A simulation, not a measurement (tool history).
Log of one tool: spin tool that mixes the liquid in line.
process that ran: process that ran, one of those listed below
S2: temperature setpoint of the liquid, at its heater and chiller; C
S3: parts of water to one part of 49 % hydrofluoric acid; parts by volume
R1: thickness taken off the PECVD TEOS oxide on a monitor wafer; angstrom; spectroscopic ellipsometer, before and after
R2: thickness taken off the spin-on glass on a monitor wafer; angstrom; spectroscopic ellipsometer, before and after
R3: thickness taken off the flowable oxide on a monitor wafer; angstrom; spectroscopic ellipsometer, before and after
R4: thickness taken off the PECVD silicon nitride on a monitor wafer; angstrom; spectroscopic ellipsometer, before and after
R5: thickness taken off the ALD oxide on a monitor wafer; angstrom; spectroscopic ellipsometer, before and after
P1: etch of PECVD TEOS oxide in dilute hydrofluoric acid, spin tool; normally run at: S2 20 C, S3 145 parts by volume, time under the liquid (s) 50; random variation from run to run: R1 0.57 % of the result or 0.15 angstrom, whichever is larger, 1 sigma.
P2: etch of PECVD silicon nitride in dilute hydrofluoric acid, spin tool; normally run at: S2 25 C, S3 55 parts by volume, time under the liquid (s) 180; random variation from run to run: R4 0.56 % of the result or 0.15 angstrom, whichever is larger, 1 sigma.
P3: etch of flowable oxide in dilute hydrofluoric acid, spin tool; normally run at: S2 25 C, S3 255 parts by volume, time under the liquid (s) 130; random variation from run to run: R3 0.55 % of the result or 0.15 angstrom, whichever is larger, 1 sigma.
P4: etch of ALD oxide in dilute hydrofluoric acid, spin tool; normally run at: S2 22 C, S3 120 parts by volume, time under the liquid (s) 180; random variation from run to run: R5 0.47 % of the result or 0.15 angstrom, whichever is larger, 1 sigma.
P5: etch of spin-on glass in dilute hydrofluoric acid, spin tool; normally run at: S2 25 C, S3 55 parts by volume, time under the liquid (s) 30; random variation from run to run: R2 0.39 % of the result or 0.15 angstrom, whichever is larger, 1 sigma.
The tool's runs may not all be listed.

Run 1, hour 10.2: process that ran P1, S2 20 C, S3 145 parts by volume, time under the liquid (s) 50. Result: R1 44.809 angstrom.
Run 2, hour 19.9: process that ran P5, S2 32.5 C, S3 55 parts by volume, time under the liquid (s) 30. Result: R2 294.26 angstrom.
Run 3, hour 27.8: process that ran P3, S2 32 C, S3 255 parts by volume, time under the liquid (s) 130. Result: R3 221.22 angstrom.
Run 4, hour 34.6: process that ran P1, S2 20 C, S3 95 parts by volume, time under the liquid (s) 90. Result: R1 129.54 angstrom.
Run 5, hour 43.4: process that ran P3, S2 25 C, S3 255 parts by volume, time under the liquid (s) 240. Result: R3 321.06 angstrom.
Run 6, hour 50.7: process that ran P1, S2 20 C, S3 240 parts by volume, time under the liquid (s) 50. Result: R1 24.079 angstrom.
Run 7, hour 57.1: process that ran P1, S2 20 C, S3 145 parts by volume, time under the liquid (s) 75. Result: R1 66.793 angstrom.
Run 8, hour 67.2: process that ran P1, S2 25.5 C, S3 145 parts by volume, time under the liquid (s) 50. Result: R1 55.581 angstrom.
Run 9, hour 78.3: process that ran P2, S2 25 C, S3 20 parts by volume, time under the liquid (s) 180. Result: R4 524 angstrom.
Run 10, hour 89.7: process that ran P1, S2 20 C, S3 145 parts by volume, time under the liquid (s) 50. Result: R1 43.832 angstrom.
Run 11, hour 97: process that ran P2, S2 25 C, S3 55 parts by volume, time under the liquid (s) 25. Result: R4 27.443 angstrom.
Run 12, hour 103.6: process that ran P2, S2 25 C, S3 55 parts by volume, time under the liquid (s) 180. Result: R4 197.55 angstrom.
Run 13, hour 114.8: process that ran P3, S2 25 C, S3 75 parts by volume, time under the liquid (s) 130. Result: R3 730.35 angstrom.
Run 14, hour 124.4: process that ran P4, S2 17 C, S3 120 parts by volume, time under the liquid (s) 180. Result: R5 155.61 angstrom.
At hour 128.3: thermometer replaced.
Run 15, hour 135.6: process that ran P2, S2 25 C, S3 55 parts by volume, time under the liquid (s) 180. Result: R4 196.05 angstrom.
Run 16, hour 146.7: process that ran P5, S2 25 C, S3 55 parts by volume, time under the liquid (s) 30. Result: R2 218.71 angstrom.
Run 17, hour 155.2: process that ran P4, S2 22 C, S3 55 parts by volume, time under the liquid (s) 180. Result: R5 444.58 angstrom.
Run 18, hour 164.2: process that ran P4, S2 22 C, S3 120 parts by volume, time under the liquid (s) 345. Result: R5 367.04 angstrom.
Run 19, hour 175.5: process that ran P5, S2 25 C, S3 55 parts by volume, time under the liquid (s) 30. Result: R2 218.25 angstrom.
Run 20, hour 184.8: process that ran P1, S2 20 C, S3 145 parts by volume, time under the liquid (s) 50. Result: R1 44.154 angstrom.
Run 21, hour 191.4: process that ran P4, S2 22 C, S3 120 parts by volume, time under the liquid (s) 180. Result: R5 190.44 angstrom.
Run 22, hour 200.4: process that ran P1, S2 20 C, S3 45 parts by volume, time under the liquid (s) 50. Result: R1 160.4 angstrom.
Run 23, hour 206.1: process that ran P1, S2 20 C, S3 145 parts by volume, time under the liquid (s) 15. Result: R1 13.493 angstrom.
Run 24, hour 211.9: process that ran P1, S2 17 C, S3 145 parts by volume, time under the liquid (s) 50. Result: R1 39.424 angstrom.
Run 25, hour 222.6: process that ran P3, S2 25 C, S3 255 parts by volume, time under the liquid (s) 130. Result: R3 173.83 angstrom.
Run 26, hour 228.5: process that ran P1, S2 20 C, S3 145 parts by volume, time under the liquid (s) 50. Result: R1 44.223 angstrom.
Run 27, hour 240.5: process that ran P1, S2 20 C, S3 145 parts by volume, time under the liquid (s) 50. Result: R1 44.622 angstrom.
Run 28, hour 246.6: process that ran P3, S2 25 C, S3 255 parts by volume, time under the liquid (s) 130. Result: R3 172.7 angstrom.
Run 29, hour 252.7: process that ran P1, S2 20 C, S3 190 parts by volume, time under the liquid (s) 25. Result: R1 16.252 angstrom.
Run 30, hour 264.1: process that ran P2, S2 17 C, S3 55 parts by volume, time under the liquid (s) 180. Result: R4 113.42 angstrom.
Run 31, hour 272.1: process that ran P5, S2 25 C, S3 20 parts by volume, time under the liquid (s) 30. Result: R2 630.61 angstrom.
Run 32, hour 282.3: process that ran P1, S2 20 C, S3 145 parts by volume, time under the liquid (s) 50. Result: R1 44.951 angstrom.
Run 33, hour 288: process that ran P1, S2 17 C, S3 200 parts by volume, time under the liquid (s) 50. Result: R1 26.609 angstrom.
Run 34, hour 298.5: process that ran P5, S2 25 C, S3 55 parts by volume, time under the liquid (s) 55. Result: R2 400.48 angstrom.
Run 35, hour 305: process that ran P1, S2 20 C, S3 145 parts by volume, time under the liquid (s) 50. Result: R1 44.253 angstrom.
Run 36, hour 313.5: process that ran P1, S2 20 C, S3 145 parts by volume, time under the liquid (s) 50. Result: R1 46.126 angstrom.
Run 37, hour 323.3: process that ran P1, S2 20 C, S3 145 parts by volume, time under the liquid (s) 50. Result: R1 47.842 angstrom.
Run 38, hour 330.1: process that ran P1, S2 20 C, S3 145 parts by volume, time under the liquid (s) 50. Result: R1 47.812 angstrom.
Run 39, hour 341.2: process that ran P1, S2 20 C, S3 145 parts by volume, time under the liquid (s) 50. Result: R1 48.492 angstrom.
Run 40, hour 347.9: process that ran P1, S2 20 C, S3 145 parts by volume, time under the liquid (s) 50. Result: R1 48.359 angstrom.
Run 41, hour 354.9: process that ran P1, S2 20 C, S3 145 parts by volume, time under the liquid (s) 50. Result: R1 48.781 angstrom.
Run 42, hour 364.1: process that ran P1, S2 20 C, S3 145 parts by volume, time under the liquid (s) 50. Result: R1 48.218 angstrom.
Run 43, hour 375.8: process that ran P1, S2 20 C, S3 145 parts by volume, time under the liquid (s) 50. Result: R1 48.74 angstrom.

What P1 gives has crept away from where it was. These 2 causes fit the log equally well, each at the size given:
A: liquid hotter than its thermometer reads (K) = 2.32
B: hydrofluoric acid flow above the setpoint (%) = 8.3
The creep began at about hour 305.

4 check runs are offered, one wafer each, their results left as question marks. Which one tells the causes apart?
Run check 1, hour 387.5: process that ran P3, S2 25 C, S3 130 parts by volume, time under the liquid (s) 130. Result: R3 ?.
Run check 2, hour 387.5: process that ran P2, S2 18.5 C, S3 55 parts by volume, time under the liquid (s) 90. Result: R4 ?.
Run check 3, hour 387.5: process that ran P5, S2 31.5 C, S3 35 parts by volume, time under the liquid (s) 30. Result: R2 ?.
Run check 4, hour 387.5: process that ran P4, S2 22 C, S3 60 parts by volume, time under the liquid (s) 180. Result: R5 ?.

What each check would give under each cause:
  check  result    if A    if B
check 1      R3   427.2  428.79
check 2      R4  74.569  68.577
check 3      R2  504.46  501.19
check 4      R5  449.95  445.53
How far apart the two closest causes lie, in the result that separates them most: check 1 0.37 %; check 2 8.38 %; check 3 0.65 %; check 4 0.99 %
Check 2 tells the causes apart: in the others they would give nearly the same result.

Then check 2 was run and gave: R4 68.434 angstrom. Which cause is it?

It is B: hydrofluoric acid flow above the setpoint (%).
